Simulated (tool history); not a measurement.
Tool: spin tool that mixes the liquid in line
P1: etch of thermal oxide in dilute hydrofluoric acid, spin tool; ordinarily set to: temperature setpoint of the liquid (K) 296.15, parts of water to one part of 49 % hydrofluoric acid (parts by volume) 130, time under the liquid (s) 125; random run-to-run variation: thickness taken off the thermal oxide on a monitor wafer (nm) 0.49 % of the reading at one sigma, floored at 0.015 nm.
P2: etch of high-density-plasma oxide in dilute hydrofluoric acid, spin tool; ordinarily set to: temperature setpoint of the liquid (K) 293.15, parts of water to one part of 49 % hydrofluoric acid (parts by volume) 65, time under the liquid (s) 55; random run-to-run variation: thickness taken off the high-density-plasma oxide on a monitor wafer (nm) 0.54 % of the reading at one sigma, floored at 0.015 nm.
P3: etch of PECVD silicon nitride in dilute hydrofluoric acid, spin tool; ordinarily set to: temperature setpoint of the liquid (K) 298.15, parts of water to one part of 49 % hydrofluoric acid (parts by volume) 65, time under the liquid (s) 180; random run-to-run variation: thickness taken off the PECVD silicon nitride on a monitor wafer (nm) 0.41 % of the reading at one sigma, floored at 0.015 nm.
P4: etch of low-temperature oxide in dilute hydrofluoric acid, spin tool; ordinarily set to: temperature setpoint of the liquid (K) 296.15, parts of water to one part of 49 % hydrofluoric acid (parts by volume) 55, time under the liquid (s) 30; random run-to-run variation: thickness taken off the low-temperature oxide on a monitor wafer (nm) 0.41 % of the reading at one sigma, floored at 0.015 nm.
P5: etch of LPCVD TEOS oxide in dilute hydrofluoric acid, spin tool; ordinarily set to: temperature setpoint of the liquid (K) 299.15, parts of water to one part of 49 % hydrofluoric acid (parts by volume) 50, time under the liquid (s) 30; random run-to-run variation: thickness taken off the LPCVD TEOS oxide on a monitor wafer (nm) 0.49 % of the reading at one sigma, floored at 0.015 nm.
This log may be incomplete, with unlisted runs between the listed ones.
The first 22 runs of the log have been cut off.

run     day  process that ran  temperature setpoint of the liquid (K)  parts of water to one part of 49 % hydrofluoric acid (parts by volume)  time under the liquid (s)  hours since the thermometer was replaced  hours since the hydrofluoric acid flow meter was replaced  thickness taken off the thermal oxide on a monitor wafer (nm)  thickness taken off the LPCVD TEOS oxide on a monitor wafer (nm)  thickness taken off the high-density-plasma oxide on a monitor wafer (nm)  thickness taken off the low-temperature oxide on a monitor wafer (nm)  thickness taken off the PECVD silicon nitride on a monitor wafer (nm)
 23  13.608                P3                                  298.15                                                                      65                        180                                      1096                                                      949.7                                                                                                                                                                                                                                                                                                                                                    4.9464
 24  14.221                P1                                  296.15                                                                     200                        125                                    1110.7                                                      964.4                                                         2.6098
 25  14.688                P1                                  296.15                                                                      35                        125                                    1121.9                                                      975.6                                                         18.103
 26  15.183                P3                                  298.15                                                                      25                        180                                    1133.8                                                      987.5                                                                                                                                                                                                                                                                                                                                                    12.522
 27  15.825                P3                                  298.15                                                                      65                        330                                    1149.2                                                     1002.9                                                                                                                                                                                                                                                                                                                                                    9.0408
 28  16.242                P1                                  296.15                                                                     130                        125                                    1159.2                                                     1012.9                                                          4.324
 29  16.896                P3                                  298.15                                                                      65                        180                                    1174.9                                                     1028.6                                                                                                                                                                                                                                                                                                                                                    4.9839
 30  17.525                P4                                  296.15                                                                      55                         30                                      1190                                                     1043.7                                                                                                                                                                                                                                                                             5.8685
 31  18.304                P1                                  296.15                                                                     130                        125                                    1208.7                                                     1062.4                                                         4.3763
 32  18.783                P1                                  290.15                                                                     130                        125                                    1220.2                                                     1073.9                                                         3.3818
 33  19.333                P1                                  296.15                                                                     130                        125                                    1233.4                                                     1087.1                                                         4.3034
 34  20.071                P1                                  296.15                                                                     130                        125                                    1251.1                                                     1104.8                                                         4.5178
 35  20.642                P1                                  296.15                                                                     130                        125                                    1264.8                                                     1118.5                                                         4.6507
 36  21.129                P1                                  296.15                                                                     130                        125                                    1276.5                                                     1130.2                                                         4.5768
 37  21.904                P1                                  296.15                                                                     130                        125                                    1295.1                                                     1148.8                                                         4.7181
 38  22.646                P1                                  296.15                                                                     130                        125                                    1312.9                                                     1166.6                                                         4.6626

Run 39 comes next. What will it give?
 39  23.35                P1                                  296.15                                                                     130                        125                                    1329.8                                                     1183.5                                                              ?

Run 39 came out at thickness taken off the thermal oxide on a monitor wafer (nm) 4.67.
